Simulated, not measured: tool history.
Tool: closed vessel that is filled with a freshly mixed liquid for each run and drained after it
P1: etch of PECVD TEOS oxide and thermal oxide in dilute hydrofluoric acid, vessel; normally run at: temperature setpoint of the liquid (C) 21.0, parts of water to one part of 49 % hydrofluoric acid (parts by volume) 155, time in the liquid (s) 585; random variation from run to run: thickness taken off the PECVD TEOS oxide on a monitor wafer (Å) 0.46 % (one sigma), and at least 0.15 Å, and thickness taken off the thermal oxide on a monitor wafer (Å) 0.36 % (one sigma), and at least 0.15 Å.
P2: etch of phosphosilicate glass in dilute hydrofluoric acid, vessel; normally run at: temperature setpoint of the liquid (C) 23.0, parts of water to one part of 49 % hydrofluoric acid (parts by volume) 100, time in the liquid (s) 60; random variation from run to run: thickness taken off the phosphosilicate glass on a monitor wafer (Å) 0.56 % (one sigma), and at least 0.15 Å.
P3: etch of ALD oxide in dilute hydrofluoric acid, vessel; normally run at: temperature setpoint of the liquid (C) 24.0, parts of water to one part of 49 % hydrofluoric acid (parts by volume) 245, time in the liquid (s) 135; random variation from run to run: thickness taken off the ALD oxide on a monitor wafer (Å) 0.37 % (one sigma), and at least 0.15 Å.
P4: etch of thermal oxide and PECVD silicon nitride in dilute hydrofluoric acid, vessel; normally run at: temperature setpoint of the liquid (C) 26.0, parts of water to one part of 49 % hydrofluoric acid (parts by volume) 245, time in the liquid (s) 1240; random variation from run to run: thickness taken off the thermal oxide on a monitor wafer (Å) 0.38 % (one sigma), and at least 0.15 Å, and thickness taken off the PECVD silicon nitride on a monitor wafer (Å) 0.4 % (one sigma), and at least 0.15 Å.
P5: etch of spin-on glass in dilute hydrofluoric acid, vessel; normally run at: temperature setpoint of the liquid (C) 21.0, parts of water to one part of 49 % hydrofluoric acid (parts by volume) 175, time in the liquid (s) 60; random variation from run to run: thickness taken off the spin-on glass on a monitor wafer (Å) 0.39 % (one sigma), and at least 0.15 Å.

run,day,process that ran,temperature setpoint of the liquid (C),parts of water to one part of 49 % hydrofluoric acid (parts by volume),time in the liquid (s),hours since the thermometer was replaced,hours since the hydrofluoric acid flow meter was replaced,thickness taken off the PECVD TEOS oxide on a monitor wafer (Å),thickness taken off the thermal oxide on a monitor wafer (Å),thickness taken off the phosphosilicate glass on a monitor wafer (Å),thickness taken off the PECVD silicon nitride on a monitor wafer (Å),thickness taken off the spin-on glass on a monitor wafer (Å),thickness taken off the ALD oxide on a monitor wafer (Å)
1,0.088,P1,21.0,155,585,766.6,104.3,362.25,147.760,,,,
2,0.212,P1,21.0,155,585,769.6,107.3,365.10,146.750,,,,
3,0.333,P2,30.0,100,60,772.5,110.2,,,1195.40,,,
4,0.471,P4,26.0,245,1240,775.8,113.5,,221.790,,188.23,,
5,0.638,P5,28.5,175,60,779.8,117.5,,,,,136.050,
6,0.750,P1,17.0,155,585,782.5,120.2,309.67,124.660,,,,
7,0.862,P1,29.0,155,1030,785.2,122.9,867.47,347.130,,,,
8,0.958,P4,33.5,245,1240,787.5,125.2,,283.840,,294.06,,
9,1.038,P5,21.0,45,60,789.4,127.1,,,,,466.410,
10,1.121,P3,17.5,245,135,791.4,129.1,,,,,,50.811
11,1.229,P1,21.0,155,255,794.0,131.7,157.93,64.182,,,,
12,1.325,P2,23.0,100,100,796.3,134.0,,,1526.50,,,
13,1.429,P4,26.0,245,1240,798.8,136.5,,220.910,,187.89,,
14,1.533,P1,21.0,155,585,801.3,139.0,367.02,147.040,,,,
15,1.617,P5,21.0,175,60,803.3,141.0,,,,,102.980,
16,1.717,P1,21.0,155,1145,805.7,143.4,708.40,288.120,,,,
17,1.842,P1,28.5,155,585,808.7,146.4,481.95,194.230,,,,
18,2.012,P3,24.0,245,135,812.8,150.5,,,,,,65.159
19,2.112,P4,26.0,435,1240,815.2,152.9,,102.870,,105.38,,
20,2.242,P2,23.0,100,60,818.3,156.0,,,900.09,,,
21,2.388,P5,21.0,175,30,821.8,159.5,,,,,52.051,
22,2.467,P2,23.0,100,60,823.7,161.4,,,911.16,,,
23,2.638,P1,21.0,85,585,827.8,165.5,717.00,289.290,,,,
24,2.788,P3,24.0,405,135,831.4,169.1,,,,,,33.750
25,2.946,P1,21.0,155,585,835.2,172.9,362.96,146.620,,,,
26,3.083,P4,26.0,245,2280,838.5,176.2,,408.200,,346.65,,
27,3.179,P1,21.0,255,585,840.8,178.5,200.25,80.851,,,,
28,3.333,P1,21.0,155,585,844.5,182.2,363.51,147.860,,,,
29,3.450,P1,21.0,155,585,847.3,185.0,361.04,147.610,,,,
30,3.621,P3,24.0,245,30,851.4,189.1,,,,,,14.716
31,3.758,P5,21.0,175,60,854.7,192.4,,,,,103.060,
32,3.888,P2,23.0,175,60,857.8,195.5,,,482.61,,,
33,3.992,P1,21.0,155,585,860.3,198.0,362.64,146.650,,,,
34,4.154,P1,21.0,155,585,864.2,201.9,353.83,143.250,,,,
35,4.296,P1,21.0,155,585,867.6,205.3,351.50,141.370,,,,
36,4.442,P1,21.0,155,585,871.1,208.8,344.63,139.770,,,,
37,4.617,P1,21.0,155,585,875.3,213.0,342.54,138.880,,,,
38,4.738,P1,21.0,155,585,878.2,215.9,342.25,138.360,,,,
39,4.833,P1,21.0,155,585,880.5,218.2,342.40,138.400,,,,
40,5.000,P1,21.0,155,585,884.5,222.2,344.49,137.590,,,,
41,5.146,P1,21.0,155,585,888.0,225.7,340.72,137.320,,,,
42,5.254,P1,21.0,155,585,890.6,228.3,343.43,137.560,,,,
43,5.383,P1,21.0,155,585,893.7,231.4,341.62,137.000,,,,

What P1 gives has crept away from where it was. These 2 causes fit the log equally well, each at the size given:
A: liquid colder than its thermometer reads (K) = 1.66
B: hydrofluoric acid flow below the setpoint (%) = 5.47
The creep began at about day 3.992.

4 check runs are offered, one wafer each, their results left as question marks. Which one tells the causes apart?
check 1,5.512,P5,27.5,175,60,,,,,,,?,
check 2,5.512,P4,26.0,245,2200,,,,?,,?,,
check 3,5.512,P2,28.5,165,60,,,,,?,,,
check 4,5.512,P3,20.5,245,35,,,,,,,,?

What each check would give under each cause:
check,result,if A,if B
check 1,thickness taken off the spin-on glass on a monitor wafer (Å),123.640,122.690
check 2,thickness taken off the thermal oxide on a monitor wafer (Å),370.120,365.510
check 2,thickness taken off the PECVD silicon nitride on a monitor wafer (Å),301.96,316.09
check 3,thickness taken off the phosphosilicate glass on a monitor wafer (Å),589.26,584.79
check 4,thickness taken off the ALD oxide on a monitor wafer (Å),13.942,13.845
How far apart the two closest causes lie, in the result that separates them most: check 1 0.77 %; check 2 4.57 %; check 3 0.76 %; check 4 0.69 %
Only check 2 tells the causes apart: in the others they would give nearly the same result.

Then check 2 was run and gave: thickness taken off the thermal oxide on a monitor wafer (Å) 365.770; thickness taken off the PECVD silicon nitride on a monitor wafer (Å) 315.65. Which cause is it?

It is B: hydrofluoric acid flow below the setpoint (%).
